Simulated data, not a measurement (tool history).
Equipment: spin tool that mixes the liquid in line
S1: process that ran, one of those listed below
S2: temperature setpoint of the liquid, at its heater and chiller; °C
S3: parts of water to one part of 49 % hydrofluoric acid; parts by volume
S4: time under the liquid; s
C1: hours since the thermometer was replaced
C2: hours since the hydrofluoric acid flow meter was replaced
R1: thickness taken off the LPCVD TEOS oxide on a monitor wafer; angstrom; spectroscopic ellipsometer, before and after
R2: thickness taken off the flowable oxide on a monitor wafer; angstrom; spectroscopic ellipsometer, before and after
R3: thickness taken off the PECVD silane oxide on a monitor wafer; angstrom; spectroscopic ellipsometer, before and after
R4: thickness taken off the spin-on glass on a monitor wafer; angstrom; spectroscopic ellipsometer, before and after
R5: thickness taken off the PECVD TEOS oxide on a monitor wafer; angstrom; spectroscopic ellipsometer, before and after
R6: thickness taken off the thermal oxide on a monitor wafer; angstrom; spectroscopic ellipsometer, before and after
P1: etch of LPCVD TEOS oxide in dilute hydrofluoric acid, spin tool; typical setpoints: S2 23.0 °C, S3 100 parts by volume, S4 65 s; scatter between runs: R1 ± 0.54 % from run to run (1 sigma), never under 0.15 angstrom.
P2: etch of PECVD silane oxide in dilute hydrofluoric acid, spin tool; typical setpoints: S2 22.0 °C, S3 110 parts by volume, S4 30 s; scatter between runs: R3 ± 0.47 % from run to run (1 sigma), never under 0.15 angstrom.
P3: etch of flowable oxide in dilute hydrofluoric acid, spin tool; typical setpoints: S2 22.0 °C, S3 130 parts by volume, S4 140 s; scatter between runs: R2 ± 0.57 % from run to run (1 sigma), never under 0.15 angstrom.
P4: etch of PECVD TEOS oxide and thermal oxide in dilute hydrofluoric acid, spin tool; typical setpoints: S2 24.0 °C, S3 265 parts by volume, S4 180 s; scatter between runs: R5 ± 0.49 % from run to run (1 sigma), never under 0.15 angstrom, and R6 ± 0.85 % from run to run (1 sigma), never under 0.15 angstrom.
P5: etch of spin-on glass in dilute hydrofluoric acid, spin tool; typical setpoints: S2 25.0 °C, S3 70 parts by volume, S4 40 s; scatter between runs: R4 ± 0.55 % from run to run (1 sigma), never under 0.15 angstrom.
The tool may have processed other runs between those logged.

run 1 hour=7.4 | S1=P1 S2=23.0 S3=100 S4=65 | C1=625.3 C2=274.8 | R1=137.220
run 2 hour=13.9 | S1=P3 S2=22.0 S3=130 S4=140 | C1=631.8 C2=281.3 | R2=540.20
run 3 hour=20.8 | S1=P3 S2=22.0 S3=65 S4=140 | C1=638.7 C2=288.2 | R2=1156.80
run 4 hour=27.6 | S1=P1 S2=23.0 S3=100 S4=35 | C1=645.5 C2=295.0 | R1=74.104
run 5 hour=33.7 | S1=P2 S2=29.0 S3=110 S4=30 | C1=651.6 C2=301.1 | R3=78.653
run 6 hour=42.8 | S1=P1 S2=27.0 S3=135 S4=65 | C1=660.7 C2=310.2 | R1=113.950
run 7 hour=49.2 | S1=P1 S2=23.0 S3=100 S4=65 | C1=667.1 C2=316.6 | R1=138.170
run 8 hour=57.4 | S1=P5 S2=25.0 S3=20 S4=40 | C1=675.3 C2=324.8 | R4=1555.00
run 9 hour=62.4 | S1=P4 S2=24.0 S3=470 S4=180 | C1=680.3 C2=329.8 | R5=47.478 R6=12.428
run 10 hour=69.6 | S1=P5 S2=33.0 S3=70 S4=40 | C1=687.5 C2=337.0 | R4=573.45
run 11 hour=76.3 | S1=P3 S2=27.0 S3=130 S4=140 | C1=694.2 C2=343.7 | R2=650.39
run 12 hour=80.3 | S1=P2 S2=22.0 S3=110 S4=55 | C1=698.2 C2=347.7 | R3=110.050
run 13 hour=89.0 | S1=P1 S2=29.5 S3=100 S4=95 | C1=706.9 C2=356.4 | R1=258.490
run 14 hour=93.6 | S1=P5 S2=25.0 S3=70 S4=40 | C1=711.5 C2=361.0 | R4=417.93
run 15 hour=99.4 | S1=P1 S2=23.0 S3=100 S4=105 | C1=717.3 C2=366.8 | R1=223.650
run 16 hour=106.6 | S1=P3 S2=22.0 S3=130 S4=45 | C1=724.5 C2=374.0 | R2=172.78
run 17 hour=115.4 | S1=P2 S2=22.0 S3=110 S4=30 | C1=733.3 C2=382.8 | R3=60.223
run 18 hour=123.1 | S1=P1 S2=23.0 S3=25 S4=40 | C1=741.0 C2=390.5 | R1=373.760
run 19 hour=128.9 | S1=P1 S2=23.0 S3=100 S4=65 | C1=746.8 C2=396.3 | R1=138.650
run 20 hour=133.5 | S1=P1 S2=23.0 S3=100 S4=65 | C1=751.4 C2=400.9 | R1=138.520
run 21 hour=140.8 | S1=P1 S2=30.0 S3=100 S4=65 | C1=758.7 C2=408.2 | R1=182.230
run 22 hour=149.1 | S1=P2 S2=22.0 S3=40 S4=30 | C1=767.0 C2=416.5 | R3=179.450
run 23 hour=157.7 | S1=P4 S2=24.0 S3=265 S4=275 | C1=775.6 C2=425.1 | R5=156.320 R6=40.849
run 24 hour=164.4 | S1=P4 S2=19.0 S3=265 S4=180 | C1=782.3 C2=431.8 | R5=85.132 R6=21.947
run 25 hour=173.4 | S1=P2 S2=22.0 S3=110 S4=30 | C1=791.3 C2=440.8 | R3=60.402
run 26 hour=179.6 | S1=P3 S2=22.0 S3=130 S4=140 | C1=797.5 C2=447.0 | R2=540.38
run 27 hour=186.3 | S1=P4 S2=24.0 S3=265 S4=180 | C1=804.2 C2=453.7 | R5=102.500 R6=27.167
run 28 hour=191.1 | S1=P1 S2=23.0 S3=100 S4=65 | C1=809.0 C2=458.5 | R1=138.350
run 29 hour=199.5 | S1=P5 S2=25.0 S3=70 S4=65 | C1=817.4 C2=466.9 | R4=678.46
run 30 hour=206.2 | S1=P1 S2=23.0 S3=35 S4=65 | C1=824.1 C2=473.6 | R1=426.740
run 31 hour=211.3 | S1=P1 S2=23.0 S3=100 S4=65 | C1=829.2 C2=478.7 | R1=137.780
run 32 hour=217.2 | S1=P1 S2=17.0 S3=100 S4=65 | C1=835.1 C2=484.6 | R1=108.990
run 33 hour=221.5 | S1=P1 S2=23.0 S3=165 S4=65 | C1=839.4 C2=488.9 | R1=78.614
run 34 hour=225.9 | S1=P1 S2=23.0 S3=100 S4=65 | C1=843.8 C2=493.3 | R1=138.320
run 35 hour=233.2 | S1=P1 S2=23.0 S3=100 S4=65 | C1=851.1 C2=500.6 | R1=138.560
run 36 hour=239.9 | S1=P1 S2=23.0 S3=100 S4=65 | C1=857.8 C2=507.3 | R1=143.850
run 37 hour=244.0 | S1=P1 S2=23.0 S3=100 S4=65 | C1=861.9 C2=511.4 | R1=144.630
run 38 hour=250.2 | S1=P1 S2=23.0 S3=100 S4=65 | C1=868.1 C2=517.6 | R1=146.640
run 39 hour=257.3 | S1=P1 S2=23.0 S3=100 S4=65 | C1=875.2 C2=524.7 | R1=146.970
run 40 hour=263.3 | S1=P1 S2=23.0 S3=100 S4=65 | C1=881.2 C2=530.7 | R1=148.640
run 41 hour=269.2 | S1=P1 S2=23.0 S3=100 S4=65 | C1=887.1 C2=536.6 | R1=148.710
run 42 hour=278.2 | S1=P1 S2=23.0 S3=100 S4=65 | C1=896.1 C2=545.6 | R1=149.460
run 43 hour=286.7 | S1=P1 S2=23.0 S3=100 S4=65 | C1=904.6 C2=554.1 | R1=149.270
run 44 hour=292.9 | S1=P1 S2=23.0 S3=100 S4=65 | C1=910.8 C2=560.3 | R1=151.920
run 45 hour=298.9 | S1=P1 S2=23.0 S3=100 S4=65 | C1=916.8 C2=566.3 | R1=150.510

What P1 gives has crept away from where it was. These 2 causes fit the log equally well, each at the size given:
A: hydrofluoric acid flow above the setpoint (%) = 7.58
B: liquid hotter than its thermometer reads (K) = 2.07
At approximately hour 233.2, the process output began to creep.

4 check runs are offered, each on 2 wafers whose results are averaged, their results left as question marks. Which one tells the causes apart?
run check 1 hour=304.9 | S1=P4 S2=24.0 S3=445 S4=180 | R5=? R6=?
run check 2 hour=304.9 | S1=P3 S2=25.5 S3=65 S4=140 | R2=?
run check 3 hour=304.9 | S1=P5 S2=31.5 S3=70 S4=55 | R4=?
run check 4 hour=304.9 | S1=P2 S2=27.5 S3=110 S4=45 | R3=?

If the cause were each of the candidates in turn, the checks would give the following:
check=check_1 result=R5 if_A=57.090 if_B=55.125
check=check_1 result=R6 if_A=15.091 if_B=14.572
check=check_2 result=R2 if_A=1450.80 if_B=1455.40
check=check_3 result=R4 if_A=799.76 if_B=797.64
check=check_4 result=R3 if_A=121.030 if_B=120.400
Separation of the two closest causes in each check, using whichever result separates them best: check 1 3.5 %; check 2 0.32 %; check 3 0.26 %; check 4 0.53 %
The causes can be told apart only by check 1. The other checks would give nearly the same results under each of them.

The results of check 1 are: R5 55.080 angstrom; R6 14.848 angstrom. Based on these, which of the listed causes is it?

The cause is B: liquid hotter than its thermometer reads (K).

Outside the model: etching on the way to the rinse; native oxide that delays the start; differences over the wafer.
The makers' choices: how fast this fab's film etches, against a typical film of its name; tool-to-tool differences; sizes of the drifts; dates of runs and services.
